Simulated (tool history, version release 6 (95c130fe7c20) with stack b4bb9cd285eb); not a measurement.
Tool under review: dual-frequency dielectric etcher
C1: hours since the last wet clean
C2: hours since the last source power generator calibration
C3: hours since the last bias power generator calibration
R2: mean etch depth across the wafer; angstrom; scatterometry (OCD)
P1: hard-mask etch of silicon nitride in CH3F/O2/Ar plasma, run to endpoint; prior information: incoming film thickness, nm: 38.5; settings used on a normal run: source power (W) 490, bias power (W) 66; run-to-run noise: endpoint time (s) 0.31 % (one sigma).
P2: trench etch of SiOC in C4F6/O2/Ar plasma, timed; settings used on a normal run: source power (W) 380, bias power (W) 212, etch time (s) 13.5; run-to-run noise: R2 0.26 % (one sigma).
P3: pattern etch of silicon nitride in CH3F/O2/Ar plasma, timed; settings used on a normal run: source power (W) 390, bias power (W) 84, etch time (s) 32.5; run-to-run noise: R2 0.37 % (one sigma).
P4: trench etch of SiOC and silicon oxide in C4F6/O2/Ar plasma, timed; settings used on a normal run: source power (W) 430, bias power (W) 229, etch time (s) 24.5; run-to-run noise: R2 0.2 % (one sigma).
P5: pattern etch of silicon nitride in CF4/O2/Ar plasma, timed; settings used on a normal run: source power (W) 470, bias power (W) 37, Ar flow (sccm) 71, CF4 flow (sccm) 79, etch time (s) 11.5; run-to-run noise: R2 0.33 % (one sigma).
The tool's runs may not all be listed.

run 1 hour=5.9 | process_that_ran=P1 source_power_(W)=490 bias_power_(W)=66 | C1=277.1 C2=766.2 C3=2350.6 | endpoint_time_(s)=52.585
run 2 hour=10.0 | process_that_ran=P5 source_power_(W)=470 bias_power_(W)=37 Ar_flow_(sccm)=71 CF4_flow_(sccm)=79 etch_time_(s)=11.5 | C1=281.2 C2=770.3 C3=2354.7 | R2=190.63
run 3 hour=14.7 | process_that_ran=P1 source_power_(W)=600 bias_power_(W)=66 | C1=285.9 C2=775.0 C3=2359.4 | endpoint_time_(s)=48.487
run 4 hour=20.4 | process_that_ran=P4 source_power_(W)=430 bias_power_(W)=229 etch_time_(s)=33.0 | C1=291.6 C2=780.7 C3=2365.1 | R2=747.79
run 5 hour=25.6 | process_that_ran=P1 source_power_(W)=670 bias_power_(W)=55 | C1=296.8 C2=785.9 C3=2370.3 | endpoint_time_(s)=49.481
run 6 hour=31.7 | process_that_ran=P2 source_power_(W)=490 bias_power_(W)=212 etch_time_(s)=13.5 | C1=302.9 C2=792.0 C3=2376.4 | R2=326.24
run 7 hour=35.7 | process_that_ran=P4 source_power_(W)=430 bias_power_(W)=229 etch_time_(s)=24.5 | C1=306.9 C2=796.0 C3=2380.4 | R2=553.93
run 8 hour=39.0 | process_that_ran=P3 source_power_(W)=390 bias_power_(W)=66 etch_time_(s)=32.5 | C1=310.2 C2=799.3 C3=2383.7 | R2=218.91
run 9 hour=43.8 | process_that_ran=P5 source_power_(W)=610 bias_power_(W)=37 Ar_flow_(sccm)=71 CF4_flow_(sccm)=79 etch_time_(s)=11.5 | C1=315.0 C2=804.1 C3=2388.5 | R2=239.79
run 10 hour=48.5 | process_that_ran=P2 source_power_(W)=380 bias_power_(W)=255 etch_time_(s)=13.5 | C1=319.7 C2=808.8 C3=2393.2 | R2=313.17
run 11 hour=53.1 | process_that_ran=P2 source_power_(W)=380 bias_power_(W)=212 etch_time_(s)=13.5 | C1=324.3 C2=813.4 C3=2397.8 | R2=295.55
run 12 hour=59.3 | process_that_ran=P4 source_power_(W)=430 bias_power_(W)=229 etch_time_(s)=24.5 | C1=330.5 C2=819.6 C3=2404.0 | R2=552.34
run 13 hour=62.6 | process_that_ran=P5 source_power_(W)=470 bias_power_(W)=37 Ar_flow_(sccm)=71 CF4_flow_(sccm)=79 etch_time_(s)=16.5 | C1=333.8 C2=822.9 C3=2407.3 | R2=274.00
run 14 hour=67.2 | process_that_ran=P3 source_power_(W)=390 bias_power_(W)=84 etch_time_(s)=32.5 | C1=338.4 C2=827.5 C3=2411.9 | R2=237.66
run 15 hour=70.2 | process_that_ran=P1 source_power_(W)=490 bias_power_(W)=66 | C1=341.4 C2=830.5 C3=2414.9 | endpoint_time_(s)=52.607
run 16 hour=74.7 | process_that_ran=P4 source_power_(W)=510 bias_power_(W)=229 etch_time_(s)=24.5 | C1=345.9 C2=835.0 C3=2419.4 | R2=591.88
run 17 hour=78.8 | process_that_ran=P3 source_power_(W)=390 bias_power_(W)=84 etch_time_(s)=21.0 | C1=350.0 C2=839.1 C3=2423.5 | R2=152.78
run 18 hour=82.4 | process_that_ran=P1 source_power_(W)=490 bias_power_(W)=66 | C1=353.6 C2=842.7 C3=2427.1 | endpoint_time_(s)=52.371
run 19 hour=88.8 | process_that_ran=P1 source_power_(W)=630 bias_power_(W)=42 | C1=360.0 C2=849.1 C3=2433.5 | endpoint_time_(s)=54.603
run 20 hour=94.8 | process_that_ran=P3 source_power_(W)=250 bias_power_(W)=84 etch_time_(s)=32.5 | C1=366.0 C2=855.1 C3=2439.5 | R2=200.98
run 21 hour=99.3 | process_that_ran=P5 source_power_(W)=470 bias_power_(W)=37 Ar_flow_(sccm)=44 CF4_flow_(sccm)=79 etch_time_(s)=11.5 | C1=370.5 C2=859.6 C3=2444.0 | R2=200.67
run 22 hour=103.5 | process_that_ran=P5 source_power_(W)=470 bias_power_(W)=22 Ar_flow_(sccm)=71 CF4_flow_(sccm)=79 etch_time_(s)=11.5 | C1=374.7 C2=863.8 C3=2448.2 | R2=161.48
run 23 hour=110.1 | process_that_ran=P1 source_power_(W)=490 bias_power_(W)=49 | C1=381.3 C2=870.4 C3=2454.8 | endpoint_time_(s)=57.703
run 24 hour=114.2 | process_that_ran=P1 source_power_(W)=300 bias_power_(W)=66 | C1=385.4 C2=874.5 C3=2458.9 | endpoint_time_(s)=63.682
run 25 hour=120.2 | process_that_ran=P1 source_power_(W)=490 bias_power_(W)=85 | C1=391.4 C2=880.5 C3=2464.9 | endpoint_time_(s)=48.117
-- hour=120.8 source power generator calibrated
run 26 hour=123.9 | process_that_ran=P5 source_power_(W)=470 bias_power_(W)=37 Ar_flow_(sccm)=71 CF4_flow_(sccm)=59 etch_time_(s)=11.5 | C1=395.1 C2=3.1 C3=2468.6 | R2=183.23
run 27 hour=127.8 | process_that_ran=P1 source_power_(W)=490 bias_power_(W)=66 | C1=399.0 C2=7.0 C3=2472.5 | endpoint_time_(s)=52.560
run 28 hour=131.4 | process_that_ran=P2 source_power_(W)=380 bias_power_(W)=212 etch_time_(s)=19.5 | C1=402.6 C2=10.6 C3=2476.1 | R2=427.51
run 29 hour=137.8 | process_that_ran=P4 source_power_(W)=430 bias_power_(W)=147 etch_time_(s)=24.5 | C1=409.0 C2=17.0 C3=2482.5 | R2=481.47
run 30 hour=141.4 | process_that_ran=P1 source_power_(W)=490 bias_power_(W)=66 | C1=412.6 C2=20.6 C3=2486.1 | endpoint_time_(s)=52.509
run 31 hour=147.8 | process_that_ran=P1 source_power_(W)=490 bias_power_(W)=66 | C1=419.0 C2=27.0 C3=2492.5 | endpoint_time_(s)=53.019
run 32 hour=151.0 | process_that_ran=P1 source_power_(W)=490 bias_power_(W)=66 | C1=422.2 C2=30.2 C3=2495.7 | endpoint_time_(s)=53.265
-- hour=154.2 wet clean of the chamber
run 33 hour=157.1 | process_that_ran=P1 source_power_(W)=490 bias_power_(W)=66 | C1=2.9 C2=36.3 C3=2501.8 | endpoint_time_(s)=53.078
run 34 hour=161.0 | process_that_ran=P1 source_power_(W)=490 bias_power_(W)=66 | C1=6.8 C2=40.2 C3=2505.7 | endpoint_time_(s)=53.057
run 35 hour=164.9 | process_that_ran=P1 source_power_(W)=490 bias_power_(W)=66 | C1=10.7 C2=44.1 C3=2509.6 | endpoint_time_(s)=52.871
run 36 hour=169.1 | process_that_ran=P1 source_power_(W)=490 bias_power_(W)=66 | C1=14.9 C2=48.3 C3=2513.8 | endpoint_time_(s)=53.524
run 37 hour=172.1 | process_that_ran=P1 source_power_(W)=490 bias_power_(W)=66 | C1=17.9 C2=51.3 C3=2516.8 | endpoint_time_(s)=53.367
run 38 hour=176.4 | process_that_ran=P1 source_power_(W)=490 bias_power_(W)=66 | C1=22.2 C2=55.6 C3=2521.1 | endpoint_time_(s)=53.524

The log shows P1 creeping away from where it was. Any of the 2 causes listed here, at the size stated for it, fits the log just as well as the others:
A: source power that arrives under what is set, % = 3.97
B: bias power that arrives under what is set, % = 4.62
Onset of the creep was near hour 141.4.
Why every other cause is out:
chamber walls in a state that lowers the etch rate, %: maintenance at hour 154.2, after the shift began, did not return the process to its former output

Of the 4 check runs below, each run on 2 wafers with the results averaged and each result still a question mark, which one would tell the listed causes apart?
run check 1 hour=180.7 | process_that_ran=P3 source_power_(W)=320 bias_power_(W)=84 etch_time_(s)=32.5 | R2=?
run check 2 hour=180.7 | process_that_ran=P2 source_power_(W)=380 bias_power_(W)=251 etch_time_(s)=13.5 | R2=?
run check 3 hour=180.7 | process_that_ran=P5 source_power_(W)=470 bias_power_(W)=37 Ar_flow_(sccm)=45 CF4_flow_(sccm)=79 etch_time_(s)=11.5 | R2=?
run check 4 hour=180.7 | process_that_ran=P4 source_power_(W)=430 bias_power_(W)=150 etch_time_(s)=32.0 | R2=?

What every check run would give for each of its results, assuming each possible cause in turn:
check=check_1 result=R2 if_A=217.70 if_B=217.31
check=check_2 result=R2 if_A=307.89 if_B=307.72
check=check_3 result=R2 if_A=194.41 if_B=198.44
check=check_4 result=R2 if_A=622.91 if_B=624.01
How far apart the two closest causes lie, in the result that separates them most: check 1 0.18 %; check 2 0.05 %; check 3 2.05 %; check 4 0.18 %
The causes can be told apart only by check 3. The other checks would give nearly the same results under each of them.

Check 3 was then run and gave: R2 198.91 angstrom. Which cause is it?

The correct cause is B, namely: bias power that arrives under what is set, %.
